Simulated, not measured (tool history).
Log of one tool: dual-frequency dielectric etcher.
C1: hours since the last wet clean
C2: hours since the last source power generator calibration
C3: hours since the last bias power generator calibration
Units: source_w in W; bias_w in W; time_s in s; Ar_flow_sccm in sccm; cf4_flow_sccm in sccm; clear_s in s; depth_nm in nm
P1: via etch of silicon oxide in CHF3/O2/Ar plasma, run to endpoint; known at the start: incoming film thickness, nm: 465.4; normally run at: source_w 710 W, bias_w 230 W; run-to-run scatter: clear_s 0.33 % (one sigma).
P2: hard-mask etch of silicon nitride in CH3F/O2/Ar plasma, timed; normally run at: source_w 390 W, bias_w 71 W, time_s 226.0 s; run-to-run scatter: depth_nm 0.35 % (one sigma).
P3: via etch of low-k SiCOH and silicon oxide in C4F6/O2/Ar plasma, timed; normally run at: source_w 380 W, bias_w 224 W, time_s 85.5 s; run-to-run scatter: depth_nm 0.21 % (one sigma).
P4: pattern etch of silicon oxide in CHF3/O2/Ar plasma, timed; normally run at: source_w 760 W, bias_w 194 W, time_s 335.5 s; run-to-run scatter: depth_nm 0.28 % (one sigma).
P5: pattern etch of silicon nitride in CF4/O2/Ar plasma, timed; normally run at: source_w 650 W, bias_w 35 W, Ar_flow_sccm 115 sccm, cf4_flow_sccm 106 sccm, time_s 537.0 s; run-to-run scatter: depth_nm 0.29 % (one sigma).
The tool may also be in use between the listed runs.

Run 1, hour 9.2: process P1, source_w 710 W, bias_w 230 W; C1 382.4; C2 2391.1; C3 1130.3. Result: clear_s 209.87 s.
Run 2, hour 20.6: process P3, source_w 380 W, bias_w 224 W, time_s 85.5 s; C1 393.8; C2 2402.5; C3 1141.7. Result: depth_nm 255.20 nm.
Run 3, hour 28.0: process P1, source_w 710 W, bias_w 297 W; C1 401.2; C2 2409.9; C3 1149.1. Result: clear_s 190.63 s.
Run 4, hour 41.9: process P2, source_w 390 W, bias_w 71 W, time_s 147.5 s; C1 415.1; C2 2423.8; C3 1163.0. Result: depth_nm 100.76 nm.
Run 5, hour 49.1: process P2, source_w 390 W, bias_w 45 W, time_s 226.0 s; C1 422.3; C2 2431.0; C3 1170.2. Result: depth_nm 133.22 nm.
Run 6, hour 62.5: process P1, source_w 710 W, bias_w 230 W; C1 435.7; C2 2444.4; C3 1183.6. Result: clear_s 208.86 s.
Run 7, hour 73.1: process P5, source_w 650 W, bias_w 35 W, time_s 537.0 s, Ar_flow_sccm 115 sccm, cf4_flow_sccm 106 sccm; C1 446.3; C2 2455.0; C3 1194.2. Result: depth_nm 1137.70 nm.
Run 8, hour 83.6: process P5, source_w 650 W, bias_w 43 W, time_s 537.0 s, Ar_flow_sccm 115 sccm, cf4_flow_sccm 106 sccm; C1 456.8; C2 2465.5; C3 1204.7. Result: depth_nm 1219.30 nm.
Run 9, hour 98.2: process P1, source_w 990 W, bias_w 230 W; C1 471.4; C2 2480.1; C3 1219.3. Result: clear_s 185.49 s.
Run 10, hour 109.4: process P1, source_w 710 W, bias_w 230 W; C1 482.6; C2 2491.3; C3 1230.5. Result: clear_s 208.78 s.
Run 11, hour 119.1: process P2, source_w 310 W, bias_w 71 W, time_s 226.0 s; C1 492.3; C2 2501.0; C3 1240.2. Result: depth_nm 141.61 nm.
Run 12, hour 127.7: process P2, source_w 390 W, bias_w 71 W, time_s 226.0 s; C1 500.9; C2 2509.6; C3 1248.8. Result: depth_nm 154.82 nm.
Run 13, hour 140.4: process P4, source_w 760 W, bias_w 254 W, time_s 335.5 s; C1 513.6; C2 2522.3; C3 1261.5. Result: depth_nm 809.38 nm.
Run 14, hour 153.8: process P4, source_w 760 W, bias_w 194 W, time_s 425.0 s; C1 527.0; C2 2535.7; C3 1274.9. Result: depth_nm 935.60 nm.
Run 15, hour 161.0: process P1, source_w 510 W, bias_w 175 W; C1 534.2; C2 2542.9; C3 1282.1. Result: clear_s 260.00 s.
Run 16, hour 170.6: process P4, source_w 760 W, bias_w 194 W, time_s 335.5 s; C1 543.8; C2 2552.5; C3 1291.7. Result: depth_nm 738.22 nm.
Run 17, hour 183.2: process P3, source_w 470 W, bias_w 224 W, time_s 85.5 s; C1 556.4; C2 2565.1; C3 1304.3. Result: depth_nm 277.38 nm.
Run 18, hour 192.5: process P1, source_w 710 W, bias_w 230 W; C1 565.7; C2 2574.4; C3 1313.6. Result: clear_s 208.46 s.
Run 19, hour 204.6: process P5, source_w 650 W, bias_w 35 W, time_s 359.0 s, Ar_flow_sccm 115 sccm, cf4_flow_sccm 106 sccm; C1 577.8; C2 2586.5; C3 1325.7. Result: depth_nm 763.72 nm.
Run 20, hour 216.2: process P3, source_w 380 W, bias_w 306 W, time_s 85.5 s; C1 589.4; C2 2598.1; C3 1337.3. Result: depth_nm 284.55 nm.
Run 21, hour 229.5: process P1, source_w 480 W, bias_w 230 W; C1 602.7; C2 2611.4; C3 1350.6. Result: clear_s 241.74 s.
Run 22, hour 244.6: process P4, source_w 1050 W, bias_w 194 W, time_s 335.5 s; C1 617.8; C2 2626.5; C3 1365.7. Result: depth_nm 833.93 nm.
Run 23, hour 252.4: process P1, source_w 960 W, bias_w 309 W; C1 625.6; C2 2634.3; C3 1373.5. Result: clear_s 167.36 s.
Run 24, hour 264.4: process P3, source_w 380 W, bias_w 224 W, time_s 109.5 s; C1 637.6; C2 2646.3; C3 1385.5. Result: depth_nm 327.33 nm.
Run 25, hour 273.3: process P5, source_w 430 W, bias_w 35 W, time_s 537.0 s, Ar_flow_sccm 115 sccm, cf4_flow_sccm 106 sccm; C1 646.5; C2 2655.2; C3 1394.4. Result: depth_nm 790.09 nm.
Run 26, hour 286.1: process P5, source_w 650 W, bias_w 35 W, time_s 537.0 s, Ar_flow_sccm 115 sccm, cf4_flow_sccm 67 sccm; C1 659.3; C2 2668.0; C3 1407.2. Result: depth_nm 1059.60 nm.
Run 27, hour 299.7: process P1, source_w 710 W, bias_w 178 W; C1 672.9; C2 2681.6; C3 1420.8. Result: clear_s 227.38 s.
At hour 308.6: wet clean of the chamber.
Run 28, hour 310.2: process P1, source_w 710 W, bias_w 230 W; C1 1.7; C2 2692.1; C3 1431.3. Result: clear_s 208.66 s.
Run 29, hour 323.4: process P5, source_w 650 W, bias_w 35 W, time_s 537.0 s, Ar_flow_sccm 115 sccm, cf4_flow_sccm 106 sccm; C1 14.9; C2 2705.3; C3 1444.5. Result: depth_nm 1140.70 nm.
Run 30, hour 331.1: process P5, source_w 650 W, bias_w 35 W, time_s 537.0 s, Ar_flow_sccm 147 sccm, cf4_flow_sccm 106 sccm; C1 22.6; C2 2713.0; C3 1452.2. Result: depth_nm 1098.30 nm.
Run 31, hour 339.6: process P3, source_w 380 W, bias_w 224 W, time_s 85.5 s; C1 31.1; C2 2721.5; C3 1460.7. Result: depth_nm 255.93 nm.
Run 32, hour 351.5: process P1, source_w 550 W, bias_w 143 W; C1 43.0; C2 2733.4; C3 1472.6. Result: clear_s 271.54 s.
Run 33, hour 362.2: process P1, source_w 710 W, bias_w 230 W; C1 53.7; C2 2744.1; C3 1483.3. Result: clear_s 208.54 s.
Run 34, hour 369.2: process P1, source_w 710 W, bias_w 230 W; C1 60.7; C2 2751.1; C3 1490.3. Result: clear_s 209.48 s.
Run 35, hour 379.1: process P1, source_w 710 W, bias_w 230 W; C1 70.6; C2 2761.0; C3 1500.2. Result: clear_s 211.29 s.
Run 36, hour 389.6: process P1, source_w 710 W, bias_w 230 W; C1 81.1; C2 2771.5; C3 1510.7. Result: clear_s 211.08 s.
At hour 397.9: wet clean of the chamber.
Run 37, hour 404.6: process P1, source_w 710 W, bias_w 230 W; C1 6.8; C2 2786.5; C3 1525.7. Result: clear_s 213.16 s.
Run 38, hour 412.6: process P1, source_w 710 W, bias_w 230 W; C1 14.8; C2 2794.5; C3 1533.7. Result: clear_s 213.48 s.
Run 39, hour 420.9: process P1, source_w 710 W, bias_w 230 W; C1 23.1; C2 2802.8; C3 1542.0. Result: clear_s 213.00 s.

What P1 gives has crept away from where it was. These 2 causes fit the log equally well, each at the size given:
A: source power that arrives under what is set, % = 4.29
B: bias power that arrives under what is set, % = 4.67
The creep began at about hour 362.2.
Why every other cause is out:
chamber walls in a state that lowers the etch rate, %: serviced at hour 397.9, which brought nothing back

4 check runs are offered, one wafer each, their results left as question marks. Which one tells the causes apart?
Run check 1, hour 429.2: process P3, source_w 380 W, bias_w 224 W, time_s 85.5 s. Result: depth_nm ?.
Run check 2, hour 429.2: process P2, source_w 390 W, bias_w 71 W, time_s 226.0 s. Result: depth_nm ?.
Run check 3, hour 429.2: process P5, source_w 650 W, bias_w 35 W, time_s 537.0 s, Ar_flow_sccm 115 sccm, cf4_flow_sccm 106 sccm. Result: depth_nm ?.
Run check 4, hour 429.2: process P4, source_w 760 W, bias_w 194 W, time_s 335.5 s. Result: depth_nm ?.

What each check would give under each cause:
  check    result     if A     if B
check 1  depth_nm   251.56   251.82
check 2  depth_nm   152.22   152.27
check 3  depth_nm  1098.20  1123.20
check 4  depth_nm   727.36   727.93
How far apart the two closest causes lie, in the result that separates them most: check 1 0.1 %; check 2 0.03 %; check 3 2.25 %; check 4 0.08 %
Check 3 tells the causes apart: in the others they would give nearly the same result.

Then check 3 was run and gave: depth_nm 1098.00 nm. Which cause is it?

It is A: source power that arrives under what is set, %.
